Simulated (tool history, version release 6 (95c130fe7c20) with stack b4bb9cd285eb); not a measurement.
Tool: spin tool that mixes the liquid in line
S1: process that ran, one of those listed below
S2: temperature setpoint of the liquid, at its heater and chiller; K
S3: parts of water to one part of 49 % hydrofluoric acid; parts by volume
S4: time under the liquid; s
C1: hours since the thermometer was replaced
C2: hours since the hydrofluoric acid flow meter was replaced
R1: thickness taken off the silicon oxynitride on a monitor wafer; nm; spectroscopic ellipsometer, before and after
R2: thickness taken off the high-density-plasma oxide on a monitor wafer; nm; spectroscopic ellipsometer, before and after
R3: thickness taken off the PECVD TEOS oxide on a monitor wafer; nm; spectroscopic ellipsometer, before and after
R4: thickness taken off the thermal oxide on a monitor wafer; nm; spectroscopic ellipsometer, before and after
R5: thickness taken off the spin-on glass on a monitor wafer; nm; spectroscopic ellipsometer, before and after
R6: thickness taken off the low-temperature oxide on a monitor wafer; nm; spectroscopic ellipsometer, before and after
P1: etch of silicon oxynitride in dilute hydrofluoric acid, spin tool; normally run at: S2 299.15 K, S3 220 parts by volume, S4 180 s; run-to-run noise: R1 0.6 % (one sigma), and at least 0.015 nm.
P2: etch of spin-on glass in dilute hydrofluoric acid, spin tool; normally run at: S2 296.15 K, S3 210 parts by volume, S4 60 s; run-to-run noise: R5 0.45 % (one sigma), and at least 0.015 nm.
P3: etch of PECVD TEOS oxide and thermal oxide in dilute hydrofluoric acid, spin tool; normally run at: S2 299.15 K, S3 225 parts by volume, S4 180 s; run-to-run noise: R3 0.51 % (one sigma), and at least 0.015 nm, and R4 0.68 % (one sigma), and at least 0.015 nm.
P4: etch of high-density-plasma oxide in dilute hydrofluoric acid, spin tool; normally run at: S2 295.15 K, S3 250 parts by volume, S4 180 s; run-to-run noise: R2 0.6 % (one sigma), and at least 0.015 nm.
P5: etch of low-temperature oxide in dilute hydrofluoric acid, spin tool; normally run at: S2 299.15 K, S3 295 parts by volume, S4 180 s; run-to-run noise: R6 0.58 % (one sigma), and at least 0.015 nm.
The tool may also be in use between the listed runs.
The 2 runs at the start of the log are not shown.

run 3 hour=11 | S1=P1 S2=299.15 S3=220 S4=180 | C1=560.5 C2=529.6 | R1=3.9859
run 4 hour=13.5 | S1=P4 S2=295.15 S3=250 S4=180 | C1=563 C2=532.1 | R2=3.4106
run 5 hour=15.6 | S1=P3 S2=299.15 S3=80 S4=180 | C1=565.1 C2=534.2 | R3=44.857 R4=11.752
run 6 hour=17.5 | S1=P4 S2=295.15 S3=50 S4=180 | C1=567 C2=536.1 | R2=21.524
run 7 hour=19.7 | S1=P2 S2=296.15 S3=210 S4=25 | C1=569.2 C2=538.3 | R5=5.7715
run 8 hour=23.2 | S1=P1 S2=294.15 S3=220 S4=180 | C1=572.7 C2=541.8 | R1=3.1865
run 9 hour=25.2 | S1=P4 S2=295.15 S3=250 S4=180 | C1=574.7 C2=543.8 | R2=3.4421
run 10 hour=27.9 | S1=P2 S2=290.15 S3=210 S4=60 | C1=577.4 C2=546.5 | R5=10.952
run 11 hour=30.9 | S1=P4 S2=295.15 S3=250 S4=300 | C1=580.4 C2=549.5 | R2=5.7278
run 12 hour=33.5 | S1=P2 S2=296.15 S3=210 S4=60 | C1=583 C2=552.1 | R5=13.802
run 13 hour=37.5 | S1=P1 S2=299.15 S3=220 S4=180 | C1=587 C2=556.1 | R1=4.0289
run 14 hour=41.3 | S1=P1 S2=304.65 S3=220 S4=180 | C1=590.8 C2=559.9 | R1=5.1006
run 15 hour=43.8 | S1=P5 S2=293.15 S3=295 S4=180 | C1=593.3 C2=562.4 | R6=5.5323
run 16 hour=45.8 | S1=P1 S2=299.15 S3=380 S4=180 | C1=595.3 C2=564.4 | R1=2.0927
run 17 hour=49.9 | S1=P1 S2=299.15 S3=220 S4=180 | C1=599.4 C2=568.5 | R1=4.0292
run 18 hour=53.3 | S1=P3 S2=299.15 S3=225 S4=285 | C1=602.8 C2=571.9 | R3=21.122 R4=5.5982
run 19 hour=57.5 | S1=P1 S2=303.15 S3=145 S4=180 | C1=607 C2=576.1 | R1=7.7292
run 20 hour=60.8 | S1=P5 S2=299.15 S3=450 S4=180 | C1=610.3 C2=579.4 | R6=3.8495
run 21 hour=62.7 | S1=P1 S2=305.65 S3=220 S4=25 | C1=612.2 C2=581.3 | R1=0.75357
run 22 hour=66.2 | S1=P1 S2=292.15 S3=60 S4=180 | C1=615.7 C2=584.8 | R1=12.001

The next listed run, before its measurement:
run 23 hour=68.2 | S1=P3 S2=292.65 S3=225 S4=180 | C1=617.7 C2=586.8 | R3=? R4=?

{"run 23": {"R3": 10.572, "R4": 2.7468}}
